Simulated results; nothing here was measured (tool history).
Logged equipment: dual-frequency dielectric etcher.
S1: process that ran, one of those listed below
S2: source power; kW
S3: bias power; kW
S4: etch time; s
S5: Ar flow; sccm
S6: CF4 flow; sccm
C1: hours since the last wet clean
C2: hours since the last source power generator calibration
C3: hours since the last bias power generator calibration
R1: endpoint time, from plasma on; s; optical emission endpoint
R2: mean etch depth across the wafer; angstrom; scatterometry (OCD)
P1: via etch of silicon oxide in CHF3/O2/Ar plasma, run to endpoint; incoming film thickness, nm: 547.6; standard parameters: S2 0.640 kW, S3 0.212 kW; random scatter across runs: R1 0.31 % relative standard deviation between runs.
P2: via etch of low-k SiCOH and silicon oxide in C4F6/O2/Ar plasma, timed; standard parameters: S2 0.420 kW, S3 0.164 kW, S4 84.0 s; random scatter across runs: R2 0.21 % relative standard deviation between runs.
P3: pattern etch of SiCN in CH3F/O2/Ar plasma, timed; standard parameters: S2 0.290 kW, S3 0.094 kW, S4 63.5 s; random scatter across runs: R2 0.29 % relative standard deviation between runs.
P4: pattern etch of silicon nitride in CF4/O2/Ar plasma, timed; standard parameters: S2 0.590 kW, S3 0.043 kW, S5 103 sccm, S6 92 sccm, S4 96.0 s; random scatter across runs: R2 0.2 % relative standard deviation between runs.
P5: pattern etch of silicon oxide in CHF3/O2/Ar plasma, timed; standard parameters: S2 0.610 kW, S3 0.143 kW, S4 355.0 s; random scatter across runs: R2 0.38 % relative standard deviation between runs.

Run 1, hour 2.2: S1 P1, S2 0.640 kW, S3 0.212 kW; C1 184.7; C2 987.6; C3 3194.3. Result: R1 255.73 s.
Run 2, hour 5.9: S1 P2, S2 0.420 kW, S3 0.131 kW, S4 84.0 s; C1 188.4; C2 991.3; C3 3198.0. Result: R2 2128.10 angstrom.
Run 3, hour 10.0: S1 P4, S2 0.350 kW, S3 0.043 kW, S4 96.0 s, S5 103 sccm, S6 92 sccm; C1 192.5; C2 995.4; C3 3202.1. Result: R2 1265.80 angstrom.
Run 4, hour 14.2: S1 P4, S2 0.590 kW, S3 0.025 kW, S4 96.0 s, S5 103 sccm, S6 92 sccm; C1 196.7; C2 999.6; C3 3206.3. Result: R2 1663.10 angstrom.
Run 5, hour 18.0: S1 P1, S2 0.640 kW, S3 0.167 kW; C1 200.5; C2 1003.4; C3 3210.1. Result: R1 276.99 s.
Run 6, hour 22.4: S1 P5, S2 0.610 kW, S3 0.143 kW, S4 355.0 s; C1 204.9; C2 1007.8; C3 3214.5. Result: R2 6478.10 angstrom.
Run 7, hour 25.8: S1 P3, S2 0.290 kW, S3 0.055 kW, S4 63.5 s; C1 208.3; C2 1011.2; C3 3217.9. Result: R2 188.30 angstrom.
Run 8, hour 29.6: S1 P1, S2 0.640 kW, S3 0.212 kW; C1 212.1; C2 1015.0; C3 3221.7. Result: R1 254.77 s.
Run 9, hour 33.6: S1 P1, S2 0.640 kW, S3 0.212 kW; C1 216.1; C2 1019.0; C3 3225.7. Result: R1 256.33 s.
Run 10, hour 36.3: S1 P4, S2 0.590 kW, S3 0.043 kW, S4 140.0 s, S5 103 sccm, S6 92 sccm; C1 218.8; C2 1021.7; C3 3228.4. Result: R2 2911.40 angstrom.
Run 11, hour 38.4: S1 P3, S2 0.290 kW, S3 0.094 kW, S4 90.5 s; C1 220.9; C2 1023.8; C3 3230.5. Result: R2 328.01 angstrom.
Run 12, hour 42.7: S1 P2, S2 0.420 kW, S3 0.164 kW, S4 84.0 s; C1 225.2; C2 1028.1; C3 3234.8. Result: R2 2278.40 angstrom.
Run 13, hour 46.7: S1 P4, S2 0.590 kW, S3 0.043 kW, S4 96.0 s, S5 74 sccm, S6 92 sccm; C1 229.2; C2 1032.1; C3 3238.8. Result: R2 2087.60 angstrom.
Run 14, hour 50.5: S1 P3, S2 0.200 kW, S3 0.094 kW, S4 63.5 s; C1 233.0; C2 1035.9; C3 3242.6. Result: R2 200.08 angstrom.
Run 15, hour 54.7: S1 P1, S2 0.640 kW, S3 0.212 kW; C1 237.2; C2 1040.1; C3 3246.8. Result: R1 255.38 s.
Run 16, hour 56.9: S1 P5, S2 0.610 kW, S3 0.143 kW, S4 529.5 s; C1 239.4; C2 1042.3; C3 3249.0. Result: R2 9738.10 angstrom.
Run 17, hour 61.2: S1 P1, S2 0.500 kW, S3 0.212 kW; C1 243.7; C2 1046.6; C3 3253.3. Result: R1 280.19 s.
Run 18, hour 63.3: S1 P2, S2 0.270 kW, S3 0.164 kW, S4 84.0 s; C1 245.8; C2 1048.7; C3 3255.4. Result: R2 1915.70 angstrom.
Run 19, hour 65.3: S1 P5, S2 0.360 kW, S3 0.143 kW, S4 355.0 s; C1 247.8; C2 1050.7; C3 3257.4. Result: R2 5317.40 angstrom.
At hour 66.9: wet clean of the chamber.
Run 20, hour 67.9: S1 P2, S2 0.420 kW, S3 0.164 kW, S4 55.5 s; C1 1.1; C2 1053.3; C3 3260.0. Result: R2 1500.50 angstrom.
Run 21, hour 70.1: S1 P1, S2 0.640 kW, S3 0.250 kW; C1 3.3; C2 1055.5; C3 3262.2. Result: R1 241.90 s.
Run 22, hour 72.2: S1 P3, S2 0.290 kW, S3 0.094 kW, S4 63.5 s; C1 5.4; C2 1057.6; C3 3264.3. Result: R2 228.54 angstrom.
Run 23, hour 76.5: S1 P1, S2 0.810 kW, S3 0.212 kW; C1 9.7; C2 1061.9; C3 3268.6. Result: R1 232.32 s.
Run 24, hour 80.6: S1 P1, S2 0.640 kW, S3 0.212 kW; C1 13.8; C2 1066.0; C3 3272.7. Result: R1 254.92 s.
Run 25, hour 84.2: S1 P4, S2 0.590 kW, S3 0.043 kW, S4 96.0 s, S5 103 sccm, S6 92 sccm; C1 17.4; C2 1069.6; C3 3276.3. Result: R2 1998.30 angstrom.
Run 26, hour 86.7: S1 P1, S2 0.450 kW, S3 0.138 kW; C1 19.9; C2 1072.1; C3 3278.8. Result: R1 336.57 s.
Run 27, hour 91.1: S1 P1, S2 0.640 kW, S3 0.212 kW; C1 24.3; C2 1076.5; C3 3283.2. Result: R1 256.78 s.
Run 28, hour 95.1: S1 P4, S2 0.590 kW, S3 0.043 kW, S4 96.0 s, S5 103 sccm, S6 60 sccm; C1 28.3; C2 1080.5; C3 3287.2. Result: R2 1882.20 angstrom.
Run 29, hour 97.8: S1 P5, S2 0.610 kW, S3 0.201 kW, S4 355.0 s; C1 31.0; C2 1083.2; C3 3289.9. Result: R2 7275.10 angstrom.
Run 30, hour 99.9: S1 P1, S2 0.640 kW, S3 0.212 kW; C1 33.1; C2 1085.3; C3 3292.0. Result: R1 254.61 s.
Run 31, hour 102.7: S1 P1, S2 0.640 kW, S3 0.212 kW; C1 35.9; C2 1088.1; C3 3294.8. Result: R1 255.48 s.
Run 32, hour 105.1: S1 P1, S2 0.640 kW, S3 0.212 kW; C1 38.3; C2 1090.5; C3 3297.2. Result: R1 254.44 s.
Run 33, hour 109.1: S1 P1, S2 0.640 kW, S3 0.212 kW; C1 42.3; C2 1094.5; C3 3301.2. Result: R1 252.57 s.
Run 34, hour 111.7: S1 P1, S2 0.640 kW, S3 0.212 kW; C1 44.9; C2 1097.1; C3 3303.8. Result: R1 252.92 s.
Run 35, hour 115.9: S1 P1, S2 0.640 kW, S3 0.212 kW; C1 49.1; C2 1101.3; C3 3308.0. Result: R1 251.73 s.
Run 36, hour 118.4: S1 P1, S2 0.640 kW, S3 0.212 kW; C1 51.6; C2 1103.8; C3 3310.5. Result: R1 251.87 s.
Run 37, hour 121.1: S1 P1, S2 0.640 kW, S3 0.212 kW; C1 54.3; C2 1106.5; C3 3313.2. Result: R1 251.86 s.
At hour 122.4: wet clean of the chamber.
Run 38, hour 123.0: S1 P1, S2 0.640 kW, S3 0.212 kW; C1 0.6; C2 1108.4; C3 3315.1. Result: R1 251.54 s.
Run 39, hour 126.9: S1 P1, S2 0.640 kW, S3 0.212 kW; C1 4.5; C2 1112.3; C3 3319.0. Result: R1 253.25 s.
Run 40, hour 130.0: S1 P1, S2 0.640 kW, S3 0.212 kW; C1 7.6; C2 1115.4; C3 3322.1. Result: R1 251.29 s.

P1 no longer gives what it gave before; its output has crept away from where it was. The following 2 causes, each at its listed size, fit the log equally well:
A: bias power that arrives over what is set, % = 4.57
B: source power that arrives over what is set, % = 4.17
The process output started creeping at around hour 99.9.
The rest of the possible causes, and what rules out each one:
chamber walls in a state that raises the etch rate, %: was serviced at hour 122.4, once the creep was under way, yet the earlier output never came back

The check runs listed below each take one wafer, and their results are still question marks. Under which run would the listed causes lead to clearly different results?
Run check 1, hour 133.1: S1 P2, S2 0.270 kW, S3 0.164 kW, S4 69.5 s. Result: R2 ?.
Run check 2, hour 133.1: S1 P5, S2 0.610 kW, S3 0.191 kW, S4 508.0 s. Result: R2 ?.
Run check 3, hour 133.1: S1 P3, S2 0.290 kW, S3 0.076 kW, S4 84.5 s. Result: R2 ?.
Run check 4, hour 133.1: S1 P4, S2 0.590 kW, S3 0.043 kW, S4 96.0 s, S5 83 sccm, S6 92 sccm. Result: R2 ?.

Outcome of each check run for each possible cause:
  check  result      if A      if B
check 1      R2   1608.80   1611.40
check 2      R2  10397.00  10400.00
check 3      R2    286.55    286.20
check 4      R2   2089.20   2131.50
Smallest distance between any two causes, each pair judged by its most separating result, in per cent: check 1 0.16 %; check 2 0.03 %; check 3 0.12 %; check 4 2.01 %
Of the check runs offered, only check 4 discriminates between the causes; the rest would read about the same regardless of which cause applies.

Running check 4 produced the following: R2 2125.00 angstrom. Which one of the listed causes fits?

The correct cause is B, namely: source power that arrives over what is set, %.
